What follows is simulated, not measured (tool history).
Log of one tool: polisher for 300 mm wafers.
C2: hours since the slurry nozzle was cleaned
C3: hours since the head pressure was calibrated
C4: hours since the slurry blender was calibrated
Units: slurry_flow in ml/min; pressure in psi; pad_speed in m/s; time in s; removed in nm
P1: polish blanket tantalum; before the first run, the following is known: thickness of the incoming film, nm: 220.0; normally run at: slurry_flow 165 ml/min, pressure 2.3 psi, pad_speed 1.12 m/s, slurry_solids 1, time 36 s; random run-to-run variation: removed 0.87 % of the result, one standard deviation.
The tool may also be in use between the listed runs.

{"run": 1, "hour": 15.7, "slurry_flow": 165, "pressure": 2.3, "pad_speed": 1.12, "slurry_solids": 1, "time": 36, "wafers polished on this pad": 469, "C2": 53, "C3": 425.4, "C4": 78.8, "removed": 90.171}
{"run": 2, "hour": 25.5, "slurry_flow": 165, "pressure": 2.3, "pad_speed": 1.74, "slurry_solids": 1, "time": 36, "wafers polished on this pad": 556, "C2": 62.8, "C3": 435.2, "C4": 88.6, "removed": 140.07}
{"run": 3, "hour": 36.8, "slurry_flow": 165, "pressure": 3, "pad_speed": 1.12, "slurry_solids": 1, "time": 36, "wafers polished on this pad": 655, "C2": 74.1, "C3": 446.5, "C4": 99.9, "removed": 117.8}
{"run": 4, "hour": 52.5, "slurry_flow": 165, "pressure": 1.1, "pad_speed": 1.12, "slurry_solids": 1, "time": 36, "wafers polished on this pad": 793, "C2": 89.8, "C3": 462.2, "C4": 115.6, "removed": 43.159}
{"run": 5, "hour": 66.4, "slurry_flow": 165, "pressure": 2.3, "pad_speed": 1.12, "slurry_solids": 1.5, "time": 36, "wafers polished on this pad": 915, "C2": 103.7, "C3": 476.1, "C4": 129.5, "removed": 101.09}
{"run": 6, "hour": 77.1, "slurry_flow": 165, "pressure": 2.3, "pad_speed": 1.12, "slurry_solids": 1, "time": 36, "wafers polished on this pad": 1009, "C2": 114.4, "C3": 486.8, "C4": 140.2, "removed": 90.285}
{"run": 7, "hour": 91.9, "slurry_flow": 165, "pressure": 2.3, "pad_speed": 1.12, "slurry_solids": 1, "time": 36, "wafers polished on this pad": 1139, "C2": 129.2, "C3": 501.6, "C4": 155, "removed": 89.828}
{"run": 8, "hour": 103.4, "slurry_flow": 165, "pressure": 2.3, "pad_speed": 1.12, "slurry_solids": 1, "time": 36, "wafers polished on this pad": 1241, "C2": 140.7, "C3": 513.1, "C4": 166.5, "removed": 90.006}
{"run": 9, "hour": 112.7, "slurry_flow": 255, "pressure": 2.3, "pad_speed": 1.12, "slurry_solids": 1, "time": 36, "wafers polished on this pad": 1322, "C2": 150, "C3": 522.4, "C4": 175.8, "removed": 96.053}
{"run": 10, "hour": 131.0, "slurry_flow": 165, "pressure": 2.3, "pad_speed": 1.12, "slurry_solids": 1, "time": 23, "wafers polished on this pad": 1483, "C2": 168.3, "C3": 540.7, "C4": 194.1, "removed": 58.362}
{"run": 11, "hour": 149.1, "slurry_flow": 165, "pressure": 2.3, "pad_speed": 1.12, "slurry_solids": 1, "time": 52, "wafers polished on this pad": 1642, "C2": 186.4, "C3": 558.8, "C4": 212.2, "removed": 132.91}
{"run": 12, "hour": 161.4, "slurry_flow": 165, "pressure": 2.3, "pad_speed": 1.12, "slurry_solids": 0.5, "time": 36, "wafers polished on this pad": 1751, "C2": 198.7, "C3": 571.1, "C4": 224.5, "removed": 70.449}
{"run": 13, "hour": 178.6, "slurry_flow": 100, "pressure": 2.3, "pad_speed": 1.12, "slurry_solids": 1, "time": 36, "wafers polished on this pad": 1902, "C2": 215.9, "C3": 588.3, "C4": 241.7, "removed": 82.255}
{"run": 14, "hour": 194.9, "slurry_flow": 165, "pressure": 3.1, "pad_speed": 1.12, "slurry_solids": 1, "time": 50, "wafers polished on this pad": 2045, "C2": 232.2, "C3": 604.6, "C4": 258, "removed": 171.53}
{"run": 15, "hour": 211.9, "slurry_flow": 165, "pressure": 2.3, "pad_speed": 0.82, "slurry_solids": 1, "time": 36, "wafers polished on this pad": 2195, "C2": 249.2, "C3": 621.6, "C4": 275, "removed": 65.173}
{"run": 16, "hour": 221.7, "slurry_flow": 165, "pressure": 2.3, "pad_speed": 1.12, "slurry_solids": 1, "time": 36, "wafers polished on this pad": 2281, "C2": 259, "C3": 631.4, "C4": 284.8, "removed": 91.961}
{"run": 17, "hour": 233.6, "slurry_flow": 165, "pressure": 2.3, "pad_speed": 1.12, "slurry_solids": 1, "time": 36, "wafers polished on this pad": 2385, "C2": 270.9, "C3": 643.3, "C4": 296.7, "removed": 87.904}
{"run": 18, "hour": 252.0, "slurry_flow": 165, "pressure": 2.3, "pad_speed": 1.12, "slurry_solids": 1, "time": 36, "wafers polished on this pad": 2547, "C2": 289.3, "C3": 661.7, "C4": 315.1, "removed": 87.219}
{"run": 19, "hour": 260.3, "slurry_flow": 165, "pressure": 2.3, "pad_speed": 1.12, "slurry_solids": 1, "time": 36, "wafers polished on this pad": 2620, "C2": 297.6, "C3": 670, "C4": 323.4, "removed": 86.092}
{"run": 20, "hour": 276.9, "slurry_flow": 165, "pressure": 2.3, "pad_speed": 1.12, "slurry_solids": 1, "time": 36, "wafers polished on this pad": 2766, "C2": 314.2, "C3": 686.6, "C4": 340, "removed": 84.815}
{"hour": 281.8, "done": "head pressure recalibrated"}
{"hour": 286.5, "done": "worn pad replaced by a new one"}
{"run": 21, "hour": 291.4, "slurry_flow": 165, "pressure": 2.3, "pad_speed": 1.12, "slurry_solids": 1, "time": 36, "wafers polished on this pad": 43, "C2": 328.7, "C3": 9.6, "C4": 354.5, "removed": 83.72}
{"run": 22, "hour": 302.8, "slurry_flow": 165, "pressure": 2.3, "pad_speed": 1.12, "slurry_solids": 1, "time": 36, "wafers polished on this pad": 143, "C2": 340.1, "C3": 21, "C4": 365.9, "removed": 85.618}
{"run": 23, "hour": 311.6, "slurry_flow": 165, "pressure": 2.3, "pad_speed": 1.12, "slurry_solids": 1, "time": 36, "wafers polished on this pad": 221, "C2": 348.9, "C3": 29.8, "C4": 374.7, "removed": 84.993}
{"run": 24, "hour": 327.1, "slurry_flow": 165, "pressure": 2.3, "pad_speed": 1.12, "slurry_solids": 1, "time": 36, "wafers polished on this pad": 357, "C2": 364.4, "C3": 45.3, "C4": 390.2, "removed": 84.201}
{"run": 25, "hour": 343.1, "slurry_flow": 165, "pressure": 2.3, "pad_speed": 1.12, "slurry_solids": 1, "time": 36, "wafers polished on this pad": 498, "C2": 380.4, "C3": 61.3, "C4": 406.2, "removed": 84.338}
{"run": 26, "hour": 359.8, "slurry_flow": 165, "pressure": 2.3, "pad_speed": 1.12, "slurry_solids": 1, "time": 36, "wafers polished on this pad": 645, "C2": 397.1, "C3": 78, "C4": 422.9, "removed": 83.14}

Compared with where it was, what P1 gives has crept away. Each cause listed below fits the log as well as the rest, at the size given for it:
A: abrasive missing from the slurry, % = 21.9
B: slurry flow missing at the pad, % = 32.9
The creep began at about hour 221.7.
Other possible causes, and why each is ruled out:
removal rate lost through wear of the pad, %: was serviced at hour 286.5, once the creep was under way, yet the earlier output never came back
head's pressure below its setpoint, %: was serviced at hour 281.8, once the creep was under way, yet the earlier output never came back

Of the 4 check runs below, each run on 5 wafers with the results averaged and each result still a question mark, which one would tell the listed causes apart?
{"run": "check 1", "hour": 376.5, "slurry_flow": 165, "pressure": 2.3, "pad_speed": 1.5, "slurry_solids": 0.55, "time": 36, "removed": "?"}
{"run": "check 2", "hour": 376.5, "slurry_flow": 165, "pressure": 1.1, "pad_speed": 1.66, "slurry_solids": 1, "time": 36, "removed": "?"}
{"run": "check 3", "hour": 376.5, "slurry_flow": 250, "pressure": 2.3, "pad_speed": 1.12, "slurry_solids": 1.35, "time": 36, "removed": "?"}
{"run": "check 4", "hour": 376.5, "slurry_flow": 165, "pressure": 2.3, "pad_speed": 1.54, "slurry_solids": 1, "time": 28, "removed": "?"}

What every check run would give for each of its results, assuming each possible cause in turn:
check=check_1 result=removed if_A=87.951 if_B=91.037
check=check_2 result=removed if_A=59.45 if_B=59.447
check=check_3 result=removed if_A=97.148 if_B=98.092
check=check_4 result=removed if_A=89.693 if_B=89.688
How far apart the two closest causes lie, in the result that separates them most: check 1 3.45 %; check 2 0.01 %; check 3 0.97 %; check 4 0.01 %
Check 1 is the one run that separates the causes; every other check would come out nearly the same whichever cause is at work.

Running check 1 produced the following: removed 88.289 nm. Which one of the listed causes fits?

It is A: abrasive missing from the slurry, %.
